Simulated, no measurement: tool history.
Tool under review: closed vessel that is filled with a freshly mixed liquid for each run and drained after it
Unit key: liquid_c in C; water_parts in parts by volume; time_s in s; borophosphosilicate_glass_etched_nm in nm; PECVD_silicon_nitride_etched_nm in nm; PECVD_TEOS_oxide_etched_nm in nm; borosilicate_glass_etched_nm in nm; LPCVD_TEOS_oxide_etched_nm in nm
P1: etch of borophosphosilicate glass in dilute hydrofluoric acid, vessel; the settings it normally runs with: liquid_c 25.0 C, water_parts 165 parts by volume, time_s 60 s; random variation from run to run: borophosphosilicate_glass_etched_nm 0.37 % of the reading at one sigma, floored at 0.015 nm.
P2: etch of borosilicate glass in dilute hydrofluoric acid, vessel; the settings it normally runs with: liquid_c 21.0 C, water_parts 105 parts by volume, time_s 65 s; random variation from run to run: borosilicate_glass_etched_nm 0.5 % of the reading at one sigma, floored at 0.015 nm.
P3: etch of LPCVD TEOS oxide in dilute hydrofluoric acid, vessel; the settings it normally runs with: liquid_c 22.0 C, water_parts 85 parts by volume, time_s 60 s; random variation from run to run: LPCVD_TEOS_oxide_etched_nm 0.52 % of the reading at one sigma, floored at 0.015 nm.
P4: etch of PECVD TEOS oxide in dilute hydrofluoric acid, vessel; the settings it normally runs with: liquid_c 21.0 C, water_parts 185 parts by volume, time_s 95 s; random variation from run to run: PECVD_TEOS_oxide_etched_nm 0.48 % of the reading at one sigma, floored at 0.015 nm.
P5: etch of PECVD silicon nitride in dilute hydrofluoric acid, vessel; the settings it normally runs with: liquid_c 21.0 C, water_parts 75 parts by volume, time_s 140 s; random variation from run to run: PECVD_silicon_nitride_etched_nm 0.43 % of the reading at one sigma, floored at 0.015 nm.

| run | hour | process | liquid_c | water_parts | time_s | hours since the thermometer was replaced | hours since the hydrofluoric acid flow meter was replaced | borophosphosilicate_glass_etched_nm | PECVD_silicon_nitride_etched_nm | PECVD_TEOS_oxide_etched_nm | borosilicate_glass_etched_nm | LPCVD_TEOS_oxide_etched_nm |
|---|---|---|---|---|---|---|---|---|---|---|---|---|
| 1 | 16.0 | P1 | 25.0 | 165 | 60 | 1518.6 | 422.2 | 24.300 |  |  |  |  |
| 2 | 30.7 | P1 | 25.0 | 105 | 60 | 1533.3 | 436.9 | 40.945 |  |  |  |  |
| 3 | 46.8 | P1 | 25.0 | 285 | 60 | 1549.4 | 453.0 | 12.293 |  |  |  |  |
| 4 | 58.6 | P1 | 25.0 | 165 | 105 | 1561.2 | 464.8 | 42.326 |  |  |  |  |
| 5 | 70.6 | P5 | 21.0 | 75 | 140 | 1573.2 | 476.8 |  | 8.3126 |  |  |  |
| 6 | 81.5 | P5 | 21.0 | 20 | 140 | 1584.1 | 487.7 |  | 29.8350 |  |  |  |
| 7 | 91.5 | P4 | 21.0 | 185 | 95 | 1594.1 | 497.7 |  |  | 4.6161 |  |  |
| 8 | 101.5 | P4 | 21.0 | 185 | 95 | 1604.1 | 507.7 |  |  | 4.5951 |  |  |
| 9 | 116.5 | P1 | 25.0 | 165 | 60 | 1619.1 | 522.7 | 23.985 |  |  |  |  |
| 10 | 131.1 | P1 | 21.0 | 165 | 60 | 1633.7 | 537.3 | 20.866 |  |  |  |  |
| 11 | 140.4 | P4 | 17.0 | 185 | 95 | 1643.0 | 546.6 |  |  | 3.9335 |  |  |
| 12 | 155.5 | P1 | 25.0 | 165 | 30 | 1658.1 | 561.7 | 11.993 |  |  |  |  |
| 13 | 164.8 | P5 | 21.0 | 75 | 140 | 1667.4 | 571.0 |  | 8.3693 |  |  |  |
| 14 | 180.8 | P1 | 25.0 | 165 | 60 | 1683.4 | 587.0 | 24.129 |  |  |  |  |
| 15 | 193.9 | P5 | 21.0 | 75 | 30 | 1696.5 | 600.1 |  | 1.7646 |  |  |  |
| 16 | 208.8 | P1 | 25.0 | 165 | 60 | 1711.4 | 615.0 | 24.169 |  |  |  |  |
| 17 | 223.8 | P1 | 25.0 | 240 | 30 | 1726.4 | 630.0 | 7.609 |  |  |  |  |
| 18 | 234.6 | P2 | 25.5 | 105 | 65 | 1737.2 | 640.8 |  |  |  | 20.7840 |  |
| 19 | 250.2 | P1 | 30.0 | 165 | 60 | 1752.8 | 656.4 | 29.051 |  |  |  |  |
| 20 | 264.2 | P3 | 22.0 | 50 | 60 | 1766.8 | 670.4 |  |  |  |  | 34.3700 |
| 21 | 278.0 | P4 | 21.0 | 120 | 95 | 1780.6 | 684.2 |  |  | 7.5716 |  |  |
| 22 | 294.4 | P2 | 21.0 | 175 | 65 | 1797.0 | 700.6 |  |  |  | 9.7352 |  |
| 23 | 306.0 | P1 | 25.0 | 165 | 60 | 1808.6 | 712.2 | 24.077 |  |  |  |  |
| 24 | 316.6 | P3 | 22.0 | 85 | 30 | 1819.2 | 722.8 |  |  |  |  | 9.6309 |
| 25 | 331.3 | P3 | 26.0 | 85 | 60 | 1833.9 | 737.5 |  |  |  |  | 22.4620 |
| 26 | 346.6 | P4 | 21.0 | 185 | 30 | 1849.2 | 752.8 |  |  | 1.4348 |  |  |
| 27 | 358.8 | P3 | 22.0 | 85 | 60 | 1861.4 | 765.0 |  |  |  |  | 19.1850 |
| 28 | 374.1 | P5 | 17.0 | 75 | 140 | 1876.7 | 780.3 |  | 6.2962 |  |  |  |
| 29 | 384.1 | P2 | 21.0 | 105 | 65 | 1886.7 | 790.3 |  |  |  | 17.3770 |  |
| 30 | 394.9 | P2 | 21.0 | 105 | 30 | 1897.5 | 801.1 |  |  |  | 8.0682 |  |
| 31 | 408.3 | P1 | 25.0 | 165 | 60 | 1910.9 | 814.5 | 24.012 |  |  |  |  |
| 32 | 417.0 | P1 | 25.0 | 165 | 60 | 1919.6 | 823.2 | 23.825 |  |  |  |  |
| 33 | 424.2 | P1 | 25.0 | 165 | 60 | 1926.8 | 830.4 | 23.533 |  |  |  |  |
| 34 | 433.3 | P1 | 25.0 | 165 | 60 | 1935.9 | 839.5 | 23.207 |  |  |  |  |
| 35 | 446.6 | P1 | 25.0 | 165 | 60 | 1949.2 | 852.8 | 23.090 |  |  |  |  |
| 36 | 455.0 | P1 | 25.0 | 165 | 60 | 1957.6 | 861.2 | 22.998 |  |  |  |  |
| 37 | 469.3 | P1 | 25.0 | 165 | 60 | 1971.9 | 875.5 | 22.934 |  |  |  |  |
| 38 | 480.3 | P1 | 25.0 | 165 | 60 | 1982.9 | 886.5 | 22.954 |  |  |  |  |
| 39 | 494.8 | P1 | 25.0 | 165 | 60 | 1997.4 | 901.0 | 23.021 |  |  |  |  |

Something has made what P1 gives creep away from where it was; the 2 causes below, each at its own stated size, fit the log equally well:
A: liquid colder than its thermometer reads (K) = 1.42
B: hydrofluoric acid flow below the setpoint (%) = 4.37
The onset of the drift is placed at about hour 408.3.

4 check runs are offered, one wafer each, their results left as question marks. Which one tells the causes apart?
| check 1 | 509.3 | P2 | 21.0 | 150 | 65 |  |  |  |  |  | ? |  |
| check 2 | 509.3 | P3 | 22.0 | 55 | 60 |  |  |  |  |  |  | ? |
| check 3 | 509.3 | P5 | 21.0 | 25 | 140 |  |  |  | ? |  |  |  |
| check 4 | 509.3 | P4 | 21.0 | 120 | 30 |  |  |  |  | ? |  |  |

Expected result of each check under each candidate cause:
| check | result | if A | if B |
|---|---|---|---|
| check 1 | borosilicate_glass_etched_nm | 10.9700 | 11.0190 |
| check 2 | LPCVD_TEOS_oxide_etched_nm | 29.1090 | 29.4520 |
| check 3 | PECVD_silicon_nitride_etched_nm | 21.8250 | 23.1020 |
| check 4 | PECVD_TEOS_oxide_etched_nm | 2.2565 | 2.2717 |
Per check, the gap between the least separated pair of causes, taken in the result that splits them most: check 1 0.44 %; check 2 1.17 %; check 3 5.68 %; check 4 0.67 %
The other checks would show nearly matching results whichever cause is true, so check 3 is the only one that separates the causes.

After running check 3, the following was obtained: PECVD_silicon_nitride_etched_nm 21.7300 nm. Which cause does this point to?

Of the candidate causes, it is A: liquid colder than its thermometer reads (K).

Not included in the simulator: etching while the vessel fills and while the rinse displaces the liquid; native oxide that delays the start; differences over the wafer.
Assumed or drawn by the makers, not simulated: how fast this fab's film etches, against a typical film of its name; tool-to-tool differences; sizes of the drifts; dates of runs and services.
